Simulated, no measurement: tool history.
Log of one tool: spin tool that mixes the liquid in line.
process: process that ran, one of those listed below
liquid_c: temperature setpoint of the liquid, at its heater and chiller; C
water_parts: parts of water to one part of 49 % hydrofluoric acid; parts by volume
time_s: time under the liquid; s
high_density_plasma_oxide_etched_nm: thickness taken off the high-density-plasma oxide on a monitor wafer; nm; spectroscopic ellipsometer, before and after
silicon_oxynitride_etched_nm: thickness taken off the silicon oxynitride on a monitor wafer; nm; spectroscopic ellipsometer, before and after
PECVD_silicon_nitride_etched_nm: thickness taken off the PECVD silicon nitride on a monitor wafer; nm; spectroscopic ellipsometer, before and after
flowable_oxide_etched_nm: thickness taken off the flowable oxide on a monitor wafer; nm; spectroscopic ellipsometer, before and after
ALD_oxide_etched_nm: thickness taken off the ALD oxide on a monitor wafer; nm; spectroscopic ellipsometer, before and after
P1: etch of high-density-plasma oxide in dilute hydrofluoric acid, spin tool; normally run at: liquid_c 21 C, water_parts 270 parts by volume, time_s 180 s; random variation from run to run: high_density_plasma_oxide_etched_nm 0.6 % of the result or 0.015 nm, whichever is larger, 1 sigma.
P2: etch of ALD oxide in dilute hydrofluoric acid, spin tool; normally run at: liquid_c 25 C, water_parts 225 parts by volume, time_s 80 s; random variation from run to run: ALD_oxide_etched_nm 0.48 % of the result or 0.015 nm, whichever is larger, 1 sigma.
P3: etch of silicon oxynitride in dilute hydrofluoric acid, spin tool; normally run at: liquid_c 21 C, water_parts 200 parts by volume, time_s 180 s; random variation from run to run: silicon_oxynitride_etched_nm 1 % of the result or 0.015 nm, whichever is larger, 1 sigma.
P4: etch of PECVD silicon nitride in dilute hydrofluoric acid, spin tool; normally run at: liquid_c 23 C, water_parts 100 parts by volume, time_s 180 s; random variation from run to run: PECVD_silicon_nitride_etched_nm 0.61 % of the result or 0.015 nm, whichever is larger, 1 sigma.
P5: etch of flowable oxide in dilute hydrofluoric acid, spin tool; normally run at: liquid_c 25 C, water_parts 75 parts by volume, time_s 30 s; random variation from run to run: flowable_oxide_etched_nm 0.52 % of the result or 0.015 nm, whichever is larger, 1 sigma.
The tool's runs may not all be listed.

| run | hour | process | liquid_c | water_parts | time_s | hours since the thermometer was replaced | hours since the hydrofluoric acid flow meter was replaced | high_density_plasma_oxide_etched_nm | silicon_oxynitride_etched_nm | PECVD_silicon_nitride_etched_nm | flowable_oxide_etched_nm | ALD_oxide_etched_nm |
|---|---|---|---|---|---|---|---|---|---|---|---|---|
| 1 | 15.2 | P1 | 21 | 270 | 180 | 374.8 | 551.1 | 3.8596 |  |  |  |  |
| 2 | 31.4 | P3 | 28.5 | 200 | 180 | 391 | 567.3 |  | 3.4721 |  |  |  |
| 3 | 43.9 | P4 | 23 | 100 | 180 | 403.5 | 579.8 |  |  | 3.957 |  |  |
| 4 | 59.4 | P1 | 25.5 | 270 | 180 | 419 | 595.3 | 4.5554 |  |  |  |  |
| 5 | 69.4 | P5 | 25 | 140 | 30 | 429 | 605.3 |  |  |  | 10.578 |  |
| 6 | 83.6 | P4 | 23 | 100 | 180 | 443.2 | 619.5 |  |  | 3.9075 |  |  |
| 7 | 97.1 | P5 | 25 | 75 | 65 | 456.7 | 633 |  |  |  | 46.591 |  |
| 8 | 114.1 | P2 | 25 | 390 | 80 | 473.7 | 650 |  |  |  |  | 2.5947 |
| 9 | 130.3 | P2 | 25 | 225 | 80 | 489.9 | 666.2 |  |  |  |  | 5.3139 |
| 10 | 147.6 | P3 | 21 | 200 | 70 | 507.2 | 683.5 |  | 0.925 |  |  |  |
| 11 | 156.3 | P1 | 21 | 120 | 180 | 515.9 | 692.2 | 10.124 |  |  |  |  |
| 12 | 171.3 | P1 | 17 | 270 | 180 | 530.9 | 707.2 | 3.3123 |  |  |  |  |
| 13 | 179.8 | P1 | 21 | 270 | 335 | 539.4 | 715.7 | 7.1937 |  |  |  |  |
| 14 | 196.6 | P5 | 25 | 75 | 30 | 556.2 | 732.5 |  |  |  | 21.462 |  |
| 15 | 206.8 | P1 | 21 | 270 | 180 | 566.4 | 742.7 | 3.8697 |  |  |  |  |
| 16 | 217.1 | P5 | 31.5 | 75 | 30 | 576.7 | 753 |  |  |  | 28.22 |  |
| 17 | 227.3 | P2 | 25 | 225 | 25 | 586.9 | 763.2 |  |  |  |  | 1.6641 |
| 18 | 238.1 | P2 | 25 | 225 | 80 | 597.7 | 774 |  |  |  |  | 5.2954 |
| 19 | 251.6 | P1 | 21 | 115 | 280 | 611.2 | 787.5 | 16.693 |  |  |  |  |
| 20 | 264.6 | P1 | 27.5 | 270 | 305 | 624.2 | 800.5 | 8.2491 |  |  |  |  |
| 21 | 280.2 | P3 | 21 | 315 | 180 | 639.8 | 816.1 |  | 1.4628 |  |  |  |
| 22 | 294.7 | P3 | 21 | 200 | 180 | 654.3 | 830.6 |  | 2.4755 |  |  |  |
| 23 | 307.9 | P4 | 23 | 25 | 180 | 667.5 | 843.8 |  |  | 15.256 |  |  |
| 24 | 315.7 | P1 | 21 | 430 | 180 | 675.3 | 851.6 | 2.1052 |  |  |  |  |
| 25 | 332.6 | P2 | 17.5 | 225 | 80 | 692.2 | 868.5 |  |  |  |  | 3.9529 |
| 26 | 340.8 | P3 | 21 | 200 | 180 | 700.4 | 876.7 |  | 2.4455 |  |  |  |
| 27 | 353.9 | P5 | 25 | 75 | 30 | 713.5 | 889.8 |  |  |  | 21.472 |  |
| 28 | 370.1 | P4 | 23 | 100 | 15 | 729.7 | 906 |  |  | 0.35383 |  |  |
| 29 | 385 | P1 | 21 | 270 | 180 | 744.6 | 920.9 | 3.902 |  |  |  |  |
| 30 | 392.6 | P4 | 30 | 100 | 180 | 752.2 | 928.5 |  |  | 6.215 |  |  |
| 31 | 407.2 | P1 | 21 | 270 | 35 | 766.8 | 943.1 | 0.77069 |  |  |  |  |
| 32 | 417.2 | P1 | 17 | 270 | 335 | 776.8 | 953.1 | 6.2159 |  |  |  |  |
| 33 | 431.2 | P1 | 21 | 270 | 180 | 790.8 | 967.1 | 3.8333 |  |  |  |  |
| 34 | 444.2 | P1 | 21 | 270 | 180 | 803.8 | 980.1 | 3.8643 |  |  |  |  |
| 35 | 452.7 | P1 | 21 | 270 | 180 | 812.3 | 988.6 | 3.8944 |  |  |  |  |
| 36 | 468.1 | P1 | 21 | 270 | 180 | 827.7 | 1004 | 4.0273 |  |  |  |  |
| 37 | 485.1 | P1 | 21 | 270 | 180 | 844.7 | 1021 | 4.0517 |  |  |  |  |
| 38 | 500 | P1 | 21 | 270 | 180 | 859.6 | 1035.9 | 4.0598 |  |  |  |  |
| 39 | 514.7 | P1 | 21 | 270 | 180 | 874.3 | 1050.6 | 4.0529 |  |  |  |  |
| 40 | 526.6 | P1 | 21 | 270 | 180 | 886.2 | 1062.5 | 4.0884 |  |  |  |  |
| 41 | 536 | P1 | 21 | 270 | 180 | 895.6 | 1071.9 | 4.0531 |  |  |  |  |
| 42 | 544.6 | P1 | 21 | 270 | 180 | 904.2 | 1080.5 | 4.1132 |  |  |  |  |

What P1 gives has crept away from where it was. These 2 causes fit the log equally well, each at the size given:
A: hydrofluoric acid flow above the setpoint (%) = 4.54
B: liquid hotter than its thermometer reads (K) = 1.53
The creep began at about hour 444.2.

4 check runs are offered, each on 3 wafers whose results are averaged, their results left as question marks. Which one tells the causes apart?
| check 1 | 553.2 | P5 | 25 | 135 | 60 |  |  |  |  |  | ? |  |
| check 2 | 553.2 | P3 | 28 | 200 | 180 |  |  |  | ? |  |  |  |
| check 3 | 553.2 | P4 | 23 | 100 | 55 |  |  |  |  | ? |  |  |
| check 4 | 553.2 | P2 | 18 | 370 | 80 |  |  |  |  |  |  | ? |

What each check would give under each cause:
| check | result | if A | if B |
|---|---|---|---|
| check 1 | flowable_oxide_etched_nm | 23.475 | 23.632 |
| check 2 | silicon_oxynitride_etched_nm | 3.5664 | 3.6135 |
| check 3 | PECVD_silicon_nitride_etched_nm | 1.2631 | 1.3377 |
| check 4 | ALD_oxide_etched_nm | 2.3188 | 2.3125 |
How far apart the two closest causes lie, in the result that separates them most: check 1 0.67 %; check 2 1.31 %; check 3 5.74 %; check 4 0.27 %
Only check 3 tells the causes apart: in the others they would give nearly the same result.

Then check 3 was run and gave: PECVD_silicon_nitride_etched_nm 1.3329 nm. Which cause is it?

It is B: liquid hotter than its thermometer reads (K).
